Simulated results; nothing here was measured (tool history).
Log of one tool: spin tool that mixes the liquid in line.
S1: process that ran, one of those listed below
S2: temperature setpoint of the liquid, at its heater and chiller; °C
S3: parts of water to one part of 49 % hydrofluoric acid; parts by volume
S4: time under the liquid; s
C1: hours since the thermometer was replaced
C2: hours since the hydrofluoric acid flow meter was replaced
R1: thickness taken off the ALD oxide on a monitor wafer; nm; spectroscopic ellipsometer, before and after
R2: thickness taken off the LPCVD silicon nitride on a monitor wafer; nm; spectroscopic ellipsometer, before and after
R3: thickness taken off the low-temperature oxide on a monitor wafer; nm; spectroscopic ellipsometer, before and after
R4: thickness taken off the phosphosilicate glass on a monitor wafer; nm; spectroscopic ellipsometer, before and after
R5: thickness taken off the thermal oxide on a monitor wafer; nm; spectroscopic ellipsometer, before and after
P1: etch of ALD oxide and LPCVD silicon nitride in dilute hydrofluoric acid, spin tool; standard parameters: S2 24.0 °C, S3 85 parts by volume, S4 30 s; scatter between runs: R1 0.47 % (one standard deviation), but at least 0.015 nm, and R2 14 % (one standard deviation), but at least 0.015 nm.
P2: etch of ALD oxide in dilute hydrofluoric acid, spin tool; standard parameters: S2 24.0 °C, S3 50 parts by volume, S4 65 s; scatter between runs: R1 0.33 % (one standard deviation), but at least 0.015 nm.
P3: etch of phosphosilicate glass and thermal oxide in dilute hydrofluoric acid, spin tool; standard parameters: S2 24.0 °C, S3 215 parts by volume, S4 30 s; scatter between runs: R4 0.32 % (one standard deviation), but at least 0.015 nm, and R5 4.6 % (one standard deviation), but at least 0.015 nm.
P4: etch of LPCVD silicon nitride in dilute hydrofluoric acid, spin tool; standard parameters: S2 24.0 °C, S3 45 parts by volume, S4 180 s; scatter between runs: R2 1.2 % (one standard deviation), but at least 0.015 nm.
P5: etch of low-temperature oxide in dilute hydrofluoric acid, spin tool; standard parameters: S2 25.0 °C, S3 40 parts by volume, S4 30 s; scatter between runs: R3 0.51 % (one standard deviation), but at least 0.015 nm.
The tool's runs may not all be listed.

| run | hour | S1 | S2 | S3 | S4 | C1 | C2 | R1 | R2 | R3 | R4 | R5 |
|---|---|---|---|---|---|---|---|---|---|---|---|---|
| 1 | 3.4 | P1 | 24.0 | 85 | 30 | 805.3 | 362.7 | 11.8560 | 0.126390 |  |  |  |
| 2 | 5.7 | P1 | 24.0 | 85 | 30 | 807.6 | 365.0 | 11.7930 | 0.167680 |  |  |  |
| 3 | 9.1 | P1 | 31.0 | 85 | 30 | 811.0 | 368.4 | 15.5750 | 0.344000 |  |  |  |
| 4 | 11.2 | P4 | 31.5 | 45 | 180 | 813.1 | 370.5 |  | 2.919400 |  |  |  |
| 5 | 14.2 | P1 | 24.0 | 85 | 15 | 816.1 | 373.5 | 5.9076 | 0.132780 |  |  |  |
| 6 | 17.2 | P5 | 25.0 | 40 | 30 | 819.1 | 376.5 |  |  | 29.157 |  |  |
| 7 | 21.1 | P5 | 25.0 | 40 | 45 | 823.0 | 380.4 |  |  | 44.165 |  |  |
| 8 | 23.4 | P2 | 30.0 | 50 | 65 | 825.3 | 382.7 | 26.3770 |  |  |  |  |
| 9 | 26.7 | P2 | 24.0 | 90 | 65 | 828.6 | 386.0 | 10.8670 |  |  |  |  |
| 10 | 29.8 | P1 | 17.0 | 85 | 15 | 831.7 | 389.1 | 4.4540 | 0.067717 |  |  |  |
| 11 | 32.6 | P3 | 24.0 | 215 | 55 | 834.5 | 391.9 |  |  |  | 42.971 | 1.02300 |
| 12 | 35.3 | P1 | 24.0 | 85 | 30 | 837.2 | 394.6 | 11.7620 | 0.193540 |  |  |  |
| 13 | 39.6 | P1 | 24.0 | 85 | 30 | 841.5 | 398.9 | 11.7970 | 0.199140 |  |  |  |
| 14 | 41.9 | P4 | 24.0 | 75 | 180 | 843.8 | 401.2 |  | 1.129500 |  |  |  |
| 15 | 45.9 | P4 | 24.0 | 45 | 290 | 847.8 | 405.2 |  | 2.998100 |  |  |  |
| 16 | 49.5 | P5 | 25.0 | 40 | 30 | 851.4 | 408.8 |  |  | 29.250 |  |  |
| 17 | 52.0 | P5 | 25.0 | 20 | 30 | 853.9 | 411.3 |  |  | 59.762 |  |  |
| 18 | 55.6 | P2 | 24.0 | 50 | 65 | 857.5 | 414.9 | 20.6310 |  |  |  |  |
| 19 | 59.5 | P3 | 20.0 | 215 | 30 | 861.4 | 418.8 |  |  |  | 20.111 | 0.55839 |
| 20 | 61.4 | P4 | 24.0 | 45 | 180 | 863.3 | 420.7 |  | 1.826800 |  |  |  |
| 21 | 64.8 | P1 | 24.0 | 85 | 30 | 866.7 | 424.1 | 11.7340 | 0.236040 |  |  |  |
| 22 | 68.2 | P4 | 24.0 | 45 | 180 | 870.1 | 427.5 |  | 1.810700 |  |  |  |
| 23 | 70.4 | P2 | 24.0 | 50 | 115 | 872.3 | 429.7 | 36.5440 |  |  |  |  |
| 24 | 72.6 | P1 | 24.0 | 145 | 30 | 874.5 | 431.9 | 6.4112 | 0.093602 |  |  |  |
| 25 | 75.7 | P1 | 24.0 | 85 | 55 | 877.6 | 435.0 | 21.5870 | 0.396840 |  |  |  |
| 26 | 79.5 | P1 | 24.0 | 85 | 30 | 881.4 | 438.8 | 11.7840 | 0.175490 |  |  |  |
| 27 | 81.7 | P5 | 33.0 | 40 | 30 | 883.6 | 441.0 |  |  | 40.099 |  |  |
| 28 | 84.0 | P3 | 24.0 | 95 | 30 | 885.9 | 443.3 |  |  |  | 60.559 | 1.52180 |
| 29 | 86.2 | P1 | 24.0 | 40 | 30 | 888.1 | 445.5 | 26.7610 | 0.370980 |  |  |  |
| 30 | 89.6 | P1 | 30.0 | 85 | 15 | 891.5 | 448.9 | 7.4514 | 0.152380 |  |  |  |
| 31 | 93.3 | P1 | 24.0 | 50 | 15 | 895.2 | 452.6 | 10.4710 | 0.201540 |  |  |  |
| 32 | 95.9 | P1 | 24.0 | 85 | 30 | 897.8 | 455.2 | 11.7260 | 0.217240 |  |  |  |
| 33 | 99.7 | P3 | 24.0 | 215 | 30 | 901.6 | 459.0 |  |  |  | 23.581 | 0.59927 |
| 34 | 102.5 | P1 | 19.0 | 85 | 30 | 904.4 | 461.8 | 9.5843 | 0.098654 |  |  |  |
| 35 | 104.9 | P1 | 24.0 | 85 | 30 | 906.8 | 464.2 | 11.7540 | 0.204320 |  |  |  |
| 36 | 109.0 | P1 | 24.0 | 85 | 30 | 910.9 | 468.3 | 11.3470 | 0.152340 |  |  |  |
| 37 | 111.1 | P1 | 24.0 | 85 | 30 | 913.0 | 470.4 | 11.0800 | 0.163500 |  |  |  |
| 38 | 114.6 | P1 | 24.0 | 85 | 30 | 916.5 | 473.9 | 11.0240 | 0.234430 |  |  |  |

The next listed run, before its measurement:
| 39 | 118.3 | P1 | 24.0 | 85 | 30 | 920.2 | 477.6 | ? | ? |  |  |  |

R1: 10.9060 nm
R2: 0.217800 nm

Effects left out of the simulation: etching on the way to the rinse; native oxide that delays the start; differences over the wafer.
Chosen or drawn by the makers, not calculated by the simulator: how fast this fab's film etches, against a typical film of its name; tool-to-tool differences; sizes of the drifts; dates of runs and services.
